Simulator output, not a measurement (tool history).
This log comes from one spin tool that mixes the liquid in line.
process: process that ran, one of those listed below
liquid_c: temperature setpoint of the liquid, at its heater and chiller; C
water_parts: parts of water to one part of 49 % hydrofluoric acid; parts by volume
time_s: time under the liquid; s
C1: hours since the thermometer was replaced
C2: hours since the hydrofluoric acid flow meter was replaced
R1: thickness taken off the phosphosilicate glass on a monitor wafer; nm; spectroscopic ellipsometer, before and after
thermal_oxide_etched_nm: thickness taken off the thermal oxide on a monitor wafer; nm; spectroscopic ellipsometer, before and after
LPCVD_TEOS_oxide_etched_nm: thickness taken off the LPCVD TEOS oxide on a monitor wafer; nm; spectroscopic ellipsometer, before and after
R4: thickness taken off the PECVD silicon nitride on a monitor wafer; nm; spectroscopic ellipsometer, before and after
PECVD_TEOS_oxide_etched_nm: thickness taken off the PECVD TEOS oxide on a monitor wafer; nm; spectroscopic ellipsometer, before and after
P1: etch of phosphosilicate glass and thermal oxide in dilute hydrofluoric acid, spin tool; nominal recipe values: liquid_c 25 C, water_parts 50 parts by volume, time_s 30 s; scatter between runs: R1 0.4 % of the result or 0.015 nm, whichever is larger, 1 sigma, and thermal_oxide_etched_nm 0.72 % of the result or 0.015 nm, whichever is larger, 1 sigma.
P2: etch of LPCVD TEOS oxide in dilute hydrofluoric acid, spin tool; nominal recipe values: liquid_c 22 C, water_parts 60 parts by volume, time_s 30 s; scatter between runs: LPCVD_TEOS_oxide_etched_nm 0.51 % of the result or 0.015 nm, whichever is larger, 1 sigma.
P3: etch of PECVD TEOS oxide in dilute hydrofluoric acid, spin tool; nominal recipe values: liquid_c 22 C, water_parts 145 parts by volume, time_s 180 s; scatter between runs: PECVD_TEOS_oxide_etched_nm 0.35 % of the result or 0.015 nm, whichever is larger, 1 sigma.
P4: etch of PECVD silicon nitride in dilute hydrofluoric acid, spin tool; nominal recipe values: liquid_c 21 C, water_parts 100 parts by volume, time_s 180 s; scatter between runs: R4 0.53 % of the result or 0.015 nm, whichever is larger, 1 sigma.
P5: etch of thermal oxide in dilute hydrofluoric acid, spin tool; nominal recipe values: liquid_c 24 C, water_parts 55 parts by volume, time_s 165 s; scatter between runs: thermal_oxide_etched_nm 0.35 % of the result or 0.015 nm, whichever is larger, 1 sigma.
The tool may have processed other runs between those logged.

{"run": 1, "hour": 5.7, "process": "P1", "liquid_c": 25, "water_parts": 50, "time_s": 30, "C1": 370, "C2": 717.3, "R1": 43.644, "thermal_oxide_etched_nm": 3.1212}
{"run": 2, "hour": 13.0, "process": "P5", "liquid_c": 24, "water_parts": 55, "time_s": 165, "C1": 377.3, "C2": 724.6, "thermal_oxide_etched_nm": 14.172}
{"run": 3, "hour": 17.2, "process": "P1", "liquid_c": 20.5, "water_parts": 50, "time_s": 30, "C1": 381.5, "C2": 728.8, "R1": 36.231, "thermal_oxide_etched_nm": 2.6193}
{"run": 4, "hour": 23.9, "process": "P1", "liquid_c": 22, "water_parts": 50, "time_s": 50, "C1": 388.2, "C2": 735.5, "R1": 64.486, "thermal_oxide_etched_nm": 4.6234}
{"run": 5, "hour": 31.5, "process": "P1", "liquid_c": 25, "water_parts": 50, "time_s": 30, "C1": 395.8, "C2": 743.1, "R1": 43.6, "thermal_oxide_etched_nm": 3.1219}
{"run": 6, "hour": 38.3, "process": "P1", "liquid_c": 25, "water_parts": 20, "time_s": 30, "C1": 402.6, "C2": 749.9, "R1": 113.95, "thermal_oxide_etched_nm": 8.2287}
{"run": 7, "hour": 44.8, "process": "P2", "liquid_c": 17, "water_parts": 60, "time_s": 30, "C1": 409.1, "C2": 756.4, "LPCVD_TEOS_oxide_etched_nm": 16.065}
{"run": 8, "hour": 50.2, "process": "P4", "liquid_c": 21, "water_parts": 100, "time_s": 180, "C1": 414.5, "C2": 761.8, "R4": 6.1887}
{"run": 9, "hour": 56.7, "process": "P1", "liquid_c": 21, "water_parts": 75, "time_s": 30, "C1": 421, "C2": 768.3, "R1": 23.948, "thermal_oxide_etched_nm": 1.6854}
{"run": 10, "hour": 61.9, "process": "P5", "liquid_c": 18.5, "water_parts": 55, "time_s": 165, "C1": 426.2, "C2": 773.5, "thermal_oxide_etched_nm": 11.136}
{"run": 11, "hour": 66.5, "process": "P2", "liquid_c": 22, "water_parts": 60, "time_s": 45, "C1": 430.8, "C2": 778.1, "LPCVD_TEOS_oxide_etched_nm": 29.597}
{"run": 12, "hour": 74.5, "process": "P3", "liquid_c": 22, "water_parts": 60, "time_s": 180, "C1": 438.8, "C2": 786.1, "PECVD_TEOS_oxide_etched_nm": 42.696}
{"run": 13, "hour": 79.2, "process": "P1", "liquid_c": 25, "water_parts": 50, "time_s": 15, "C1": 443.5, "C2": 790.8, "R1": 21.692, "thermal_oxide_etched_nm": 1.5901}
{"run": 14, "hour": 84.9, "process": "P3", "liquid_c": 22, "water_parts": 145, "time_s": 295, "C1": 449.2, "C2": 796.5, "PECVD_TEOS_oxide_etched_nm": 26.012}
{"run": 15, "hour": 90.4, "process": "P1", "liquid_c": 25, "water_parts": 80, "time_s": 50, "C1": 454.7, "C2": 802, "R1": 43.276, "thermal_oxide_etched_nm": 3.1296}
{"run": 16, "hour": 98.9, "process": "P4", "liquid_c": 29.5, "water_parts": 100, "time_s": 180, "C1": 463.2, "C2": 810.5, "R4": 10.744}
{"run": 17, "hour": 104.3, "process": "P3", "liquid_c": 22, "water_parts": 145, "time_s": 180, "C1": 468.6, "C2": 815.9, "PECVD_TEOS_oxide_etched_nm": 15.812}
{"run": 18, "hour": 108.3, "process": "P2", "liquid_c": 22, "water_parts": 60, "time_s": 30, "C1": 472.6, "C2": 819.9, "LPCVD_TEOS_oxide_etched_nm": 19.914}
{"run": 19, "hour": 112.1, "process": "P1", "liquid_c": 25, "water_parts": 50, "time_s": 45, "C1": 476.4, "C2": 823.7, "R1": 65.065, "thermal_oxide_etched_nm": 4.6548}
{"run": 20, "hour": 119.3, "process": "P1", "liquid_c": 25, "water_parts": 50, "time_s": 30, "C1": 483.6, "C2": 830.9, "R1": 43.634, "thermal_oxide_etched_nm": 3.0837}
{"run": 21, "hour": 127.6, "process": "P5", "liquid_c": 24, "water_parts": 20, "time_s": 165, "C1": 491.9, "C2": 839.2, "thermal_oxide_etched_nm": 40.561}
{"run": 22, "hour": 135.9, "process": "P1", "liquid_c": 29.5, "water_parts": 50, "time_s": 30, "C1": 500.2, "C2": 847.5, "R1": 52.304, "thermal_oxide_etched_nm": 3.743}
{"run": 23, "hour": 141.7, "process": "P1", "liquid_c": 25, "water_parts": 50, "time_s": 30, "C1": 506, "C2": 853.3, "R1": 43.403, "thermal_oxide_etched_nm": 3.1}
{"run": 24, "hour": 146.2, "process": "P2", "liquid_c": 22, "water_parts": 20, "time_s": 30, "C1": 510.5, "C2": 857.8, "LPCVD_TEOS_oxide_etched_nm": 62.775}
{"run": 25, "hour": 151.5, "process": "P1", "liquid_c": 25, "water_parts": 80, "time_s": 30, "C1": 515.8, "C2": 863.1, "R1": 26.24, "thermal_oxide_etched_nm": 1.8794}
{"run": 26, "hour": 156.7, "process": "P5", "liquid_c": 24, "water_parts": 55, "time_s": 90, "C1": 521, "C2": 868.3, "thermal_oxide_etched_nm": 7.6323}
{"run": 27, "hour": 161.0, "process": "P3", "liquid_c": 29.5, "water_parts": 145, "time_s": 180, "C1": 525.3, "C2": 872.6, "PECVD_TEOS_oxide_etched_nm": 21.148}
{"run": 28, "hour": 168.7, "process": "P4", "liquid_c": 21, "water_parts": 180, "time_s": 180, "C1": 533, "C2": 880.3, "R4": 3.481}
{"run": 29, "hour": 174.2, "process": "P4", "liquid_c": 21, "water_parts": 100, "time_s": 350, "C1": 538.5, "C2": 885.8, "R4": 12.015}
{"run": 30, "hour": 182.4, "process": "P5", "liquid_c": 24, "water_parts": 55, "time_s": 165, "C1": 546.7, "C2": 894, "thermal_oxide_etched_nm": 14.006}
{"run": 31, "hour": 189.5, "process": "P1", "liquid_c": 25, "water_parts": 50, "time_s": 30, "C1": 553.8, "C2": 901.1, "R1": 43.419, "thermal_oxide_etched_nm": 3.1352}
{"run": 32, "hour": 196.3, "process": "P1", "liquid_c": 25, "water_parts": 50, "time_s": 30, "C1": 560.6, "C2": 907.9, "R1": 41.775, "thermal_oxide_etched_nm": 2.9414}
{"run": 33, "hour": 201.6, "process": "P1", "liquid_c": 25, "water_parts": 50, "time_s": 30, "C1": 565.9, "C2": 913.2, "R1": 40.76, "thermal_oxide_etched_nm": 2.9085}
{"run": 34, "hour": 207.7, "process": "P1", "liquid_c": 25, "water_parts": 50, "time_s": 30, "C1": 572, "C2": 919.3, "R1": 40.155, "thermal_oxide_etched_nm": 2.8517}
{"run": 35, "hour": 213.2, "process": "P1", "liquid_c": 25, "water_parts": 50, "time_s": 30, "C1": 577.5, "C2": 924.8, "R1": 39.902, "thermal_oxide_etched_nm": 2.8784}
{"run": 36, "hour": 220.3, "process": "P1", "liquid_c": 25, "water_parts": 50, "time_s": 30, "C1": 584.6, "C2": 931.9, "R1": 39.901, "thermal_oxide_etched_nm": 2.8693}
{"run": 37, "hour": 228.3, "process": "P1", "liquid_c": 25, "water_parts": 50, "time_s": 30, "C1": 592.6, "C2": 939.9, "R1": 39.7, "thermal_oxide_etched_nm": 2.88}

Compared with where it was, what P1 gives has crept away. Each cause listed below fits the log as well as the rest, at the size given for it:
A: hydrofluoric acid flow below the setpoint (%) = 8.16
B: liquid colder than its thermometer reads (K) = 2.22
At approximately hour 189.5, the process output began to creep.

Each of the 4 check runs below uses one wafer; its results are left as question marks. Which run tells the causes apart?
{"run": "check 1", "hour": 236.3, "process": "P2", "liquid_c": 17, "water_parts": 20, "time_s": 30, "LPCVD_TEOS_oxide_etched_nm": "?"}
{"run": "check 2", "hour": 236.3, "process": "P5", "liquid_c": 24, "water_parts": 25, "time_s": 165, "thermal_oxide_etched_nm": "?"}
{"run": "check 3", "hour": 236.3, "process": "P4", "liquid_c": 25.5, "water_parts": 100, "time_s": 325, "R4": "?"}
{"run": "check 4", "hour": 236.3, "process": "P3", "liquid_c": 28.5, "water_parts": 60, "time_s": 180, "PECVD_TEOS_oxide_etched_nm": "?"}

If the cause were each of the candidates in turn, the checks would give the following:
check=check_1 result=LPCVD_TEOS_oxide_etched_nm if_A=46.041 if_B=45.485
check=check_2 result=thermal_oxide_etched_nm if_A=29.542 if_B=29.365
check=check_3 result=R4 if_A=13.878 if_B=13.052
check=check_4 result=PECVD_TEOS_oxide_etched_nm if_A=50.434 if_B=50.671
Separation of the two closest causes in each check, using whichever result separates them best: check 1 1.22 %; check 2 0.6 %; check 3 6.13 %; check 4 0.47 %
Check 3 is the one run that separates the causes; every other check would come out nearly the same whichever cause is at work.

Check 3 was carried out, with these results: R4 13.933 nm. Which of the listed causes is responsible?

It was cause A: hydrofluoric acid flow below the setpoint (%).

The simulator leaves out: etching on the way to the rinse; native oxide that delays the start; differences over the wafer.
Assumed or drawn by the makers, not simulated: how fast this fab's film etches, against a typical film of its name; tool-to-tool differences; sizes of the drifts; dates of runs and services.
